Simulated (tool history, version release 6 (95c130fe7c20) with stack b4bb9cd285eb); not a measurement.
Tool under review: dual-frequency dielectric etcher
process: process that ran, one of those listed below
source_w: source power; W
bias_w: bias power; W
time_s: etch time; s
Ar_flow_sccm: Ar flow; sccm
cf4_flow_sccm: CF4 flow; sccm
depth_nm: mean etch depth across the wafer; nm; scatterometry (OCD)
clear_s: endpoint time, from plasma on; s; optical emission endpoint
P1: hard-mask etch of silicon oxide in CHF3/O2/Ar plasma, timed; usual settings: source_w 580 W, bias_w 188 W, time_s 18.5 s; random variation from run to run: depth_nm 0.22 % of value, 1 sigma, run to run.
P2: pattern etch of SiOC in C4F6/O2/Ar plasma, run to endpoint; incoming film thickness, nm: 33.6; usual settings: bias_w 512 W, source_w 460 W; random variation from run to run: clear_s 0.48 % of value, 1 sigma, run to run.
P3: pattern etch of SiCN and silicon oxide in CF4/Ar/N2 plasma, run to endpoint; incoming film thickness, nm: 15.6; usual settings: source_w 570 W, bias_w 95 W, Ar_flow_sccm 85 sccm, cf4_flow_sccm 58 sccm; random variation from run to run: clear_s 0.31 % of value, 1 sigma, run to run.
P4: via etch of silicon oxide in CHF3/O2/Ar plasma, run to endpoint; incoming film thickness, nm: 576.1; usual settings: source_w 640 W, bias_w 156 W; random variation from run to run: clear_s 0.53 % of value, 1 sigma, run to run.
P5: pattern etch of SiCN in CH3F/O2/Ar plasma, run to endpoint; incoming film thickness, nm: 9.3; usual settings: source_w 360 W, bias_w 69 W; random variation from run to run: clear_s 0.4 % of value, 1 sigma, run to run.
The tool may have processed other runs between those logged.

run 1 day=0.354 | process=P1 source_w=580 bias_w=188 time_s=18.5 | depth_nm=34.743
run 2 day=0.592 | process=P3 source_w=570 bias_w=95 Ar_flow_sccm=85 cf4_flow_sccm=35 | clear_s=14.923
run 3 day=1.088 | process=P2 source_w=460 bias_w=512 | clear_s=10.339
run 4 day=1.562 | process=P1 source_w=580 bias_w=188 time_s=10 | depth_nm=18.851
run 5 day=1.858 | process=P1 source_w=370 bias_w=188 time_s=13 | depth_nm=20.631
run 6 day=2.362 | process=P5 source_w=360 bias_w=69 | clear_s=25.906
run 7 day=2.621 | process=P4 source_w=640 bias_w=92 | clear_s=351.31
run 8 day=3.025 | process=P1 source_w=580 bias_w=188 time_s=18.5 | depth_nm=34.928
-- day=3.108 wet clean of the chamber
run 9 day=3.492 | process=P2 source_w=460 bias_w=512 | clear_s=10.369
run 10 day=3.85 | process=P1 source_w=400 bias_w=188 time_s=18.5 | depth_nm=30.203
run 11 day=4.312 | process=P1 source_w=750 bias_w=188 time_s=18.5 | depth_nm=38.641
run 12 day=4.771 | process=P3 source_w=570 bias_w=95 Ar_flow_sccm=119 cf4_flow_sccm=58 | clear_s=14.476
run 13 day=5.271 | process=P4 source_w=640 bias_w=156 | clear_s=297.86
run 14 day=5.608 | process=P5 source_w=230 bias_w=69 | clear_s=30.468
run 15 day=6.088 | process=P1 source_w=580 bias_w=128 time_s=18.5 | depth_nm=30.691
run 16 day=6.396 | process=P1 source_w=580 bias_w=188 time_s=18.5 | depth_nm=34.842
run 17 day=6.717 | process=P2 source_w=360 bias_w=512 | clear_s=11.34
run 18 day=7.129 | process=P1 source_w=580 bias_w=188 time_s=18.5 | depth_nm=35.032
run 19 day=7.421 | process=P1 source_w=580 bias_w=188 time_s=27.5 | depth_nm=51.856
run 20 day=7.875 | process=P5 source_w=360 bias_w=94 | clear_s=23.178
run 21 day=8.354 | process=P3 source_w=420 bias_w=95 Ar_flow_sccm=85 cf4_flow_sccm=58 | clear_s=18.096
run 22 day=8.754 | process=P1 source_w=580 bias_w=188 time_s=18.5 | depth_nm=34.889
run 23 day=9.192 | process=P5 source_w=360 bias_w=69 | clear_s=25.857
run 24 day=9.612 | process=P2 source_w=460 bias_w=309 | clear_s=12.529
run 25 day=9.988 | process=P3 source_w=570 bias_w=132 Ar_flow_sccm=85 cf4_flow_sccm=58 | clear_s=12.34
run 26 day=10.217 | process=P1 source_w=580 bias_w=255 time_s=18.5 | depth_nm=38.685
run 27 day=10.579 | process=P3 source_w=570 bias_w=95 Ar_flow_sccm=85 cf4_flow_sccm=58 | clear_s=13.862
run 28 day=10.858 | process=P4 source_w=460 bias_w=156 | clear_s=337.13
run 29 day=11.208 | process=P1 source_w=580 bias_w=188 time_s=18.5 | depth_nm=34.89
run 30 day=11.588 | process=P1 source_w=580 bias_w=188 time_s=18.5 | depth_nm=34.802
run 31 day=11.85 | process=P1 source_w=580 bias_w=188 time_s=18.5 | depth_nm=34.652
run 32 day=12.35 | process=P1 source_w=580 bias_w=188 time_s=18.5 | depth_nm=34.371
run 33 day=12.788 | process=P1 source_w=580 bias_w=188 time_s=18.5 | depth_nm=34.532
-- day=12.912 wet clean of the chamber
run 34 day=13.229 | process=P1 source_w=580 bias_w=188 time_s=18.5 | depth_nm=34.279
run 35 day=13.483 | process=P1 source_w=580 bias_w=188 time_s=18.5 | depth_nm=34.437
run 36 day=13.796 | process=P1 source_w=580 bias_w=188 time_s=18.5 | depth_nm=34.441
run 37 day=14.083 | process=P1 source_w=580 bias_w=188 time_s=18.5 | depth_nm=34.32

The log shows P1 creeping away from where it was. Any of the 2 causes listed here, at the size stated for it, fits the log just as well as the others:
A: source power that arrives under what is set, % = 4.17
B: bias power that arrives under what is set, % = 4.68
Creep in the process output first set in at about day 11.588.
Ruled out, with reasons:
chamber walls in a state that lowers the etch rate, %: serviced at day 12.912, which brought nothing back

Below are 4 check runs, each averaged over 2 wafers, with their results shown as question marks. Which of them would give clearly different results depending on which cause is behind the drift?
run check 1 day=14.371 | process=P2 source_w=390 bias_w=317 | clear_s=?
run check 2 day=14.371 | process=P5 source_w=280 bias_w=69 | clear_s=?
run check 3 day=14.371 | process=P4 source_w=510 bias_w=98 | clear_s=?
run check 4 day=14.371 | process=P3 source_w=480 bias_w=95 Ar_flow_sccm=85 cf4_flow_sccm=58 | clear_s=?

Predicted outcomes, by check and by cause:
check=check_1 result=clear_s if_A=13.282 if_B=13.289
check=check_2 result=clear_s if_A=28.941 if_B=28.977
check=check_3 result=clear_s if_A=379.69 if_B=378.65
check=check_4 result=clear_s if_A=16.716 if_B=16.38
Per check, the gap between the least separated pair of causes, taken in the result that splits them most: check 1 0.06 %; check 2 0.12 %; check 3 0.28 %; check 4 2.03 %
The causes can be told apart only by check 4. The other checks would give nearly the same results under each of them.

Then check 4 was run and gave: clear_s 16.406 s. Which cause is it?

Of the candidate causes, it is B: bias power that arrives under what is set, %.
